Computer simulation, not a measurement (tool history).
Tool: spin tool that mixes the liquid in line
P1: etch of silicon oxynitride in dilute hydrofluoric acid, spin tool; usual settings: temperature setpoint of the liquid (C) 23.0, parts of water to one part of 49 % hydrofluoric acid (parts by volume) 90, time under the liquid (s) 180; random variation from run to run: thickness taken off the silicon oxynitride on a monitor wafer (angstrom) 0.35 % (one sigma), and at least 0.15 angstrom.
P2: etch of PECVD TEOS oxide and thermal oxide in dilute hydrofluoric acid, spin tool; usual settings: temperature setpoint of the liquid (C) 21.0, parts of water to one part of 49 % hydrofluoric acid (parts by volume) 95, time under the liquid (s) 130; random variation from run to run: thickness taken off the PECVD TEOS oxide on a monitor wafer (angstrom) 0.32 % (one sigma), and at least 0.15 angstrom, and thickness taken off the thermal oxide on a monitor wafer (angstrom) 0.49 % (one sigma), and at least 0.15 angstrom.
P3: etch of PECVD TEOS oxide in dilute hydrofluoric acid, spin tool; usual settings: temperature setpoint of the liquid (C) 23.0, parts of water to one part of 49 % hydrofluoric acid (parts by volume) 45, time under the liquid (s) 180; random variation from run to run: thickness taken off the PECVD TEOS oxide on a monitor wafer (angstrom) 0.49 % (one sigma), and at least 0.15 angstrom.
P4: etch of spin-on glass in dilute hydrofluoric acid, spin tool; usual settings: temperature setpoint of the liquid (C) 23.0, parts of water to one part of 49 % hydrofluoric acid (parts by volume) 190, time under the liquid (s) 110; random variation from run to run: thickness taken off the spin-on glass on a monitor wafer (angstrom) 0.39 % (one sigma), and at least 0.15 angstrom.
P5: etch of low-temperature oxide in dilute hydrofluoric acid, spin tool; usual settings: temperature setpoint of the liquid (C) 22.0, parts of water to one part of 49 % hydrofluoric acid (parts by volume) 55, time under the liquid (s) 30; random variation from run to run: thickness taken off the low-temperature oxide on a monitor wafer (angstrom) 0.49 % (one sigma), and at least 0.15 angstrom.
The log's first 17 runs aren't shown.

run     day  process that ran  temperature setpoint of the liquid (C)  parts of water to one part of 49 % hydrofluoric acid (parts by volume)  time under the liquid (s)  hours since the thermometer was replaced  hours since the hydrofluoric acid flow meter was replaced  thickness taken off the silicon oxynitride on a monitor wafer (angstrom)  thickness taken off the PECVD TEOS oxide on a monitor wafer (angstrom)  thickness taken off the low-temperature oxide on a monitor wafer (angstrom)  thickness taken off the spin-on glass on a monitor wafer (angstrom)  thickness taken off the thermal oxide on a monitor wafer (angstrom)
 18   5.371                P5                                    22.0                                                                      55                         30                                      85.2                                                      789.5                                                                                                                                                                                                                        151.240
 19   5.617                P3                                    23.0                                                                      45                         30                                      91.1                                                      795.4                                                                                                                                            69.608
 20   5.975                P1                                    23.0                                                                      90                        180                                      99.7                                                      804.0                                                                   93.1160
 21   6.267                P1                                    23.0                                                                     130                         15                                     106.7                                                      811.0                                                                    5.2881
 22   6.604                P1                                    23.0                                                                      35                        180                                     114.8                                                      819.1                                                                  249.7100
 23   6.862                P1                                    23.0                                                                      90                        180                                     121.0                                                      825.3                                                                   92.6310
 24   7.125                P1                                    28.5                                                                      90                        180                                     127.3                                                      831.6                                                                  120.4700
 25   7.383                P2                                    28.0                                                                      95                        130                                     133.5                                                      837.8                                                                                                                                           449.950                                                                                                                                                                                                                 77.370
 26   7.683                P4                                    28.5                                                                     190                        110                                     140.7                                                      845.0                                                                                                                                                                                                                                                                                             295.400
 27   7.871                P1                                    17.0                                                                      90                        180                                     145.2                                                      849.5                                                                   68.8300
 28   8.117                P2                                    21.0                                                                      30                        130                                     151.1                                                      855.4                                                                                                                                          1167.400                                                                                                                                                                                                                202.050
 29   8.408                P4                                    23.0                                                                     190                         40                                     158.1                                                      862.4                                                                                                                                                                                                                                                                                              88.715
 30   8.692                P1                                    23.0                                                                      90                        330                                     164.9                                                      869.2                                                                  170.1100
 31   8.883                P2                                    21.0                                                                      95                        130                                     169.5                                                      873.8                                                                                                                                           340.000                                                                                                                                                                                                                 58.772
 32   9.192                P1                                    23.0                                                                      90                        180                                     176.9                                                      881.2                                                                   92.7710
 33   9.571                P1                                    23.0                                                                      90                        180                                     186.0                                                      890.3                                                                   97.3490
 34   9.929                P1                                    23.0                                                                      90                        180                                     194.6                                                      898.9                                                                   98.8400
 35  10.108                P1                                    23.0                                                                      90                        180                                     198.9                                                      903.2                                                                  100.3000
 36  10.292                P1                                    23.0                                                                      90                        180                                     203.3                                                      907.6                                                                  101.1200
 37  10.604                P1                                    23.0                                                                      90                        180                                     210.8                                                      915.1                                                                  101.8500
 38  10.954                P1                                    23.0                                                                      90                        180                                     219.2                                                      923.5                                                                  101.8000
 39  11.188                P1                                    23.0                                                                      90                        180                                     224.8                                                      929.1                                                                  102.1600

Forecast run 40:
 40  11.546                P1                                    23.0                                                                      90                        180                                     233.4                                                      937.7                                                                         ?

{"run 40": {"thickness taken off the silicon oxynitride on a monitor wafer (angstrom)": 101.97}}
